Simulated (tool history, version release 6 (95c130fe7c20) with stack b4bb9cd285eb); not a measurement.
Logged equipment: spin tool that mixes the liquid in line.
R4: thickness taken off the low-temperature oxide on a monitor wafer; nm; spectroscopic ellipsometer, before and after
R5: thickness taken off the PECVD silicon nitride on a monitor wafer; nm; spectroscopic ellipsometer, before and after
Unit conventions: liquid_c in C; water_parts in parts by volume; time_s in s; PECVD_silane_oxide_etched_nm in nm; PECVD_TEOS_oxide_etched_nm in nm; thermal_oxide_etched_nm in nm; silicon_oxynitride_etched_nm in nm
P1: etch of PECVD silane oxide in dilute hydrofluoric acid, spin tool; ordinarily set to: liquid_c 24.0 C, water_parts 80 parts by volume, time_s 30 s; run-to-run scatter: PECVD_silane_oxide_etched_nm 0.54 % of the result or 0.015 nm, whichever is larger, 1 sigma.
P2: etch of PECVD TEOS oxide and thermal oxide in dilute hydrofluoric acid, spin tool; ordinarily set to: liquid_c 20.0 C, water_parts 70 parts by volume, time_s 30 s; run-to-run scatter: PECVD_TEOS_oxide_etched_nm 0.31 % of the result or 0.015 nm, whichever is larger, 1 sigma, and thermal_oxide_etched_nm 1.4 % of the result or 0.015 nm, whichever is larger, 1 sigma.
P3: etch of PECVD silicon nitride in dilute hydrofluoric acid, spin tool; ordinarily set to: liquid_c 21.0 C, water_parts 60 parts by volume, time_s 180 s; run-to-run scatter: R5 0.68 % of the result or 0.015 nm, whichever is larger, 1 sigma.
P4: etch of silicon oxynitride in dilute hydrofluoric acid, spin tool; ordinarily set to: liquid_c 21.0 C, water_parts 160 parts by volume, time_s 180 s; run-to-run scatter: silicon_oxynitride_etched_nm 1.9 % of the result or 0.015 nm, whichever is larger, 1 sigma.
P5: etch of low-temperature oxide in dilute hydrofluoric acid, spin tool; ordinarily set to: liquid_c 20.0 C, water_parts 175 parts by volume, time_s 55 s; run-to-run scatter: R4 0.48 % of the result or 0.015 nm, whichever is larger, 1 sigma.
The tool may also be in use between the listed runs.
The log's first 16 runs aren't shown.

run 17 hour=148.4 | process=P1 liquid_c=24.0 water_parts=80 time_s=15 | PECVD_silane_oxide_etched_nm=4.0061
run 18 hour=155.6 | process=P2 liquid_c=24.5 water_parts=70 time_s=30 | PECVD_TEOS_oxide_etched_nm=12.941 thermal_oxide_etched_nm=2.0425
run 19 hour=162.1 | process=P4 liquid_c=21.0 water_parts=160 time_s=355 | silicon_oxynitride_etched_nm=2.6856
run 20 hour=171.9 | process=P4 liquid_c=25.0 water_parts=160 time_s=180 | silicon_oxynitride_etched_nm=1.6334
run 21 hour=183.2 | process=P5 liquid_c=20.0 water_parts=175 time_s=55 | R4=5.6562
run 22 hour=191.8 | process=P5 liquid_c=20.0 water_parts=175 time_s=55 | R4=5.6496
run 23 hour=201.0 | process=P1 liquid_c=24.0 water_parts=80 time_s=55 | PECVD_silane_oxide_etched_nm=14.8240
run 24 hour=212.6 | process=P1 liquid_c=24.0 water_parts=140 time_s=30 | PECVD_silane_oxide_etched_nm=4.3647
run 25 hour=224.3 | process=P1 liquid_c=28.0 water_parts=135 time_s=30 | PECVD_silane_oxide_etched_nm=5.2212
run 26 hour=231.1 | process=P3 liquid_c=21.0 water_parts=60 time_s=325 | R5=7.6503
run 27 hour=238.5 | process=P3 liquid_c=21.0 water_parts=60 time_s=180 | R5=4.1718
run 28 hour=247.5 | process=P4 liquid_c=21.0 water_parts=160 time_s=180 | silicon_oxynitride_etched_nm=1.3761

Estimate the outcome of run 29 from the log above:
run 29 hour=256.7 | process=P3 liquid_c=17.0 water_parts=60 time_s=180 | R5=?

R5: 3.1935 nm

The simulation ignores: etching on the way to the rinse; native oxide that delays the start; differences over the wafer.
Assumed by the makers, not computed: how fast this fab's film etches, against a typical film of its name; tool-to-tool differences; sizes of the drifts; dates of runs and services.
